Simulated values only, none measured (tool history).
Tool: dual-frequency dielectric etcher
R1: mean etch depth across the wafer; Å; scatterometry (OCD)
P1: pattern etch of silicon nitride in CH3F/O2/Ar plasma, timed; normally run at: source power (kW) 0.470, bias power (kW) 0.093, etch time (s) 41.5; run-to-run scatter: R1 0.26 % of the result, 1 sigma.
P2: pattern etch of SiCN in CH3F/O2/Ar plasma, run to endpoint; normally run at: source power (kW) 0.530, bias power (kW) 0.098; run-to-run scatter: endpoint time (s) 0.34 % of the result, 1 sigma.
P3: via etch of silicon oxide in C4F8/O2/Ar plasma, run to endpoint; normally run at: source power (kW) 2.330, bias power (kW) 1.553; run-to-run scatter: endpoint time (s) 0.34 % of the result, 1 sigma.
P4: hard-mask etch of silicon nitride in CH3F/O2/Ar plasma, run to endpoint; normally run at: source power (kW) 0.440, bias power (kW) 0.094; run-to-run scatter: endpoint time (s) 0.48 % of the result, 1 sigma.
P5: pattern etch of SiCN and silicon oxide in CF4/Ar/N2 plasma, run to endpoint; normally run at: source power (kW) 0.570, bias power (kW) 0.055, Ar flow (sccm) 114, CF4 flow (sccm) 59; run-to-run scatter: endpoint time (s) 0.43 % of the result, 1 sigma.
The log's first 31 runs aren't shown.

run 32 hour=327.7 | process_that_ran=P3 source_power_(kW)=1.560 bias_power_(kW)=1.553 | endpoint_time_(s)=270.590
run 33 hour=337.4 | process_that_ran=P1 source_power_(kW)=0.470 bias_power_(kW)=0.093 etch_time_(s)=41.5 | R1=334.61
run 34 hour=349.1 | process_that_ran=P1 source_power_(kW)=0.470 bias_power_(kW)=0.093 etch_time_(s)=41.5 | R1=336.95
run 35 hour=359.6 | process_that_ran=P1 source_power_(kW)=0.470 bias_power_(kW)=0.093 etch_time_(s)=41.5 | R1=338.68
run 36 hour=368.4 | process_that_ran=P1 source_power_(kW)=0.470 bias_power_(kW)=0.093 etch_time_(s)=41.5 | R1=339.54
run 37 hour=378.7 | process_that_ran=P1 source_power_(kW)=0.470 bias_power_(kW)=0.093 etch_time_(s)=41.5 | R1=339.85
run 38 hour=390.3 | process_that_ran=P1 source_power_(kW)=0.470 bias_power_(kW)=0.093 etch_time_(s)=41.5 | R1=341.12
run 39 hour=396.5 | process_that_ran=P1 source_power_(kW)=0.470 bias_power_(kW)=0.093 etch_time_(s)=41.5 | R1=340.08
-- hour=404.0 wet clean of the chamber
run 40 hour=409.0 | process_that_ran=P1 source_power_(kW)=0.470 bias_power_(kW)=0.093 etch_time_(s)=41.5 | R1=339.36
run 41 hour=418.0 | process_that_ran=P1 source_power_(kW)=0.470 bias_power_(kW)=0.093 etch_time_(s)=41.5 | R1=339.96
run 42 hour=427.0 | process_that_ran=P1 source_power_(kW)=0.470 bias_power_(kW)=0.093 etch_time_(s)=41.5 | R1=339.82

The next listed run, before its measurement:
run 43 hour=436.6 | process_that_ran=P1 source_power_(kW)=0.470 bias_power_(kW)=0.093 etch_time_(s)=41.5 | R1=?

{"run 43": {"R1": 341.99}}

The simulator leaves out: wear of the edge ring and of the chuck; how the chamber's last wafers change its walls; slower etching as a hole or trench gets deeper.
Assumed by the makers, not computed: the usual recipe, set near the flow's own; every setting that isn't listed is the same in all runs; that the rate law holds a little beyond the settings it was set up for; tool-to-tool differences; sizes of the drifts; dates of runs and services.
